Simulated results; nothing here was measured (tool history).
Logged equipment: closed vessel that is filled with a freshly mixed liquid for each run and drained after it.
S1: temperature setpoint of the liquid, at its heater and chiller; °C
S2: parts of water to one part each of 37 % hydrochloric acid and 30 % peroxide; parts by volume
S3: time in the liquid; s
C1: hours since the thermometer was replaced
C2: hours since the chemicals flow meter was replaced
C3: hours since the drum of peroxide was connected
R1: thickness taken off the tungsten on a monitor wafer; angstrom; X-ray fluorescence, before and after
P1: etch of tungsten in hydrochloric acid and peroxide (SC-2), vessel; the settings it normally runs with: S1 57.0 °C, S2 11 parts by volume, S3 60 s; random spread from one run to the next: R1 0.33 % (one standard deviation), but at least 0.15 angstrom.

{"run": 1, "hour": 10.8, "S1": 57.0, "S2": 11, "S3": 60, "C1": 2056.2, "C2": 509.6, "C3": 183.3, "R1": 121.9}
{"run": 2, "hour": 20.5, "S1": 57.0, "S2": 4, "S3": 60, "C1": 2065.9, "C2": 519.3, "C3": 193.0, "R1": 265.21}
{"run": 3, "hour": 31.0, "S1": 57.0, "S2": 18, "S3": 60, "C1": 2076.4, "C2": 529.8, "C3": 203.5, "R1": 79.748}
{"run": 4, "hour": 49.5, "S1": 57.0, "S2": 11, "S3": 60, "C1": 2094.9, "C2": 548.3, "C3": 222.0, "R1": 121.33}
{"run": 5, "hour": 62.7, "S1": 72.0, "S2": 11, "S3": 30, "C1": 2108.1, "C2": 561.5, "C3": 235.2, "R1": 152.25}
{"run": 6, "hour": 71.4, "S1": 71.0, "S2": 11, "S3": 60, "C1": 2116.8, "C2": 570.2, "C3": 243.9, "R1": 288.39}
{"run": 7, "hour": 86.6, "S1": 57.0, "S2": 11, "S3": 60, "C1": 2132.0, "C2": 585.4, "C3": 259.1, "R1": 122.32}
{"run": 8, "hour": 100.5, "S1": 57.0, "S2": 4, "S3": 90, "C1": 2145.9, "C2": 599.3, "C3": 273.0, "R1": 396.61}
{"run": 9, "hour": 116.8, "S1": 57.0, "S2": 11, "S3": 30, "C1": 2162.2, "C2": 615.6, "C3": 289.3, "R1": 61.311}
{"hour": 118.1, "done": "thermometer replaced"}
{"run": 10, "hour": 125.7, "S1": 41.5, "S2": 11, "S3": 60, "C1": 7.6, "C2": 624.5, "C3": 298.2, "R1": 43.226}
{"run": 11, "hour": 142.3, "S1": 57.0, "S2": 11, "S3": 105, "C1": 24.2, "C2": 641.1, "C3": 314.8, "R1": 214.38}
{"run": 12, "hour": 157.1, "S1": 57.0, "S2": 11, "S3": 60, "C1": 39.0, "C2": 655.9, "C3": 329.6, "R1": 122.23}
{"run": 13, "hour": 165.6, "S1": 57.0, "S2": 11, "S3": 60, "C1": 47.5, "C2": 664.4, "C3": 338.1, "R1": 121.96}
{"run": 14, "hour": 181.3, "S1": 57.0, "S2": 11, "S3": 60, "C1": 63.2, "C2": 680.1, "C3": 353.8, "R1": 122.31}
{"run": 15, "hour": 195.1, "S1": 57.0, "S2": 11, "S3": 60, "C1": 77.0, "C2": 693.9, "C3": 367.6, "R1": 122.34}
{"run": 16, "hour": 211.4, "S1": 57.0, "S2": 11, "S3": 60, "C1": 93.3, "C2": 710.2, "C3": 383.9, "R1": 122.48}
{"run": 17, "hour": 229.6, "S1": 57.0, "S2": 11, "S3": 60, "C1": 111.5, "C2": 728.4, "C3": 402.1, "R1": 125.09}
{"run": 18, "hour": 240.5, "S1": 57.0, "S2": 11, "S3": 60, "C1": 122.4, "C2": 739.3, "C3": 413.0, "R1": 127.63}
{"run": 19, "hour": 257.0, "S1": 57.0, "S2": 11, "S3": 60, "C1": 138.9, "C2": 755.8, "C3": 429.5, "R1": 128.03}
{"run": 20, "hour": 271.6, "S1": 57.0, "S2": 11, "S3": 60, "C1": 153.5, "C2": 770.4, "C3": 444.1, "R1": 129.54}
{"run": 21, "hour": 289.8, "S1": 57.0, "S2": 11, "S3": 60, "C1": 171.7, "C2": 788.6, "C3": 462.3, "R1": 130.87}
{"run": 22, "hour": 301.1, "S1": 57.0, "S2": 11, "S3": 60, "C1": 183.0, "C2": 799.9, "C3": 473.6, "R1": 130.95}
{"run": 23, "hour": 311.3, "S1": 57.0, "S2": 11, "S3": 60, "C1": 193.2, "C2": 810.1, "C3": 483.8, "R1": 131.06}
{"run": 24, "hour": 327.0, "S1": 57.0, "S2": 11, "S3": 60, "C1": 208.9, "C2": 825.8, "C3": 499.5, "R1": 131.87}
{"run": 25, "hour": 338.4, "S1": 57.0, "S2": 11, "S3": 60, "C1": 220.3, "C2": 837.2, "C3": 510.9, "R1": 131.82}
{"run": 26, "hour": 348.5, "S1": 57.0, "S2": 11, "S3": 60, "C1": 230.4, "C2": 847.3, "C3": 521.0, "R1": 132.16}
{"run": 27, "hour": 366.8, "S1": 57.0, "S2": 11, "S3": 60, "C1": 248.7, "C2": 865.6, "C3": 539.3, "R1": 131.33}

What P1 gives has crept away from where it was. These 2 causes fit the log equally well, each at the size given:
A: liquid hotter than its thermometer reads (K) = 1.16
B: chemicals flow above the setpoint (%) = 9.18
The gradual shift began around hour 211.4.
Ruled out, with reasons:
peroxide weaker than its label (%): at its largest 8, which would move R1 by -7.4 %, too little to match the creep or of the wrong sign

The list below offers 4 check runs, each averaging the results of 2 wafers, and shows each result as a question mark. For which of them would the listed causes give clearly different results?
{"run": "check 1", "hour": 385.1, "S1": 68.0, "S2": 11, "S3": 80, "R1": "?"}
{"run": "check 2", "hour": 385.1, "S1": 44.0, "S2": 17, "S3": 60, "R1": "?"}
{"run": "check 3", "hour": 385.1, "S1": 46.5, "S2": 4, "S3": 60, "R1": "?"}
{"run": "check 4", "hour": 385.1, "S1": 68.5, "S2": 11, "S3": 100, "R1": "?"}

Check results expected under each cause:
check=check_1 result=R1 if_A=344.560 if_B=346.170
check=check_2 result=R1 if_A=38.148 if_B=38.079
check=check_3 result=R1 if_A=143.250 if_B=140.260
check=check_4 result=R1 if_A=443.670 if_B=445.830
Per check, the gap between the least separated pair of causes, taken in the result that splits them most: check 1 0.46 %; check 2 0.18 %; check 3 2.11 %; check 4 0.49 %
Check 3 is the one run that separates the causes; every other check would come out nearly the same whichever cause is at work.

Here is what check 3 returned: R1 143.420 angstrom. Which cause is it?

It was cause A: liquid hotter than its thermometer reads (K).

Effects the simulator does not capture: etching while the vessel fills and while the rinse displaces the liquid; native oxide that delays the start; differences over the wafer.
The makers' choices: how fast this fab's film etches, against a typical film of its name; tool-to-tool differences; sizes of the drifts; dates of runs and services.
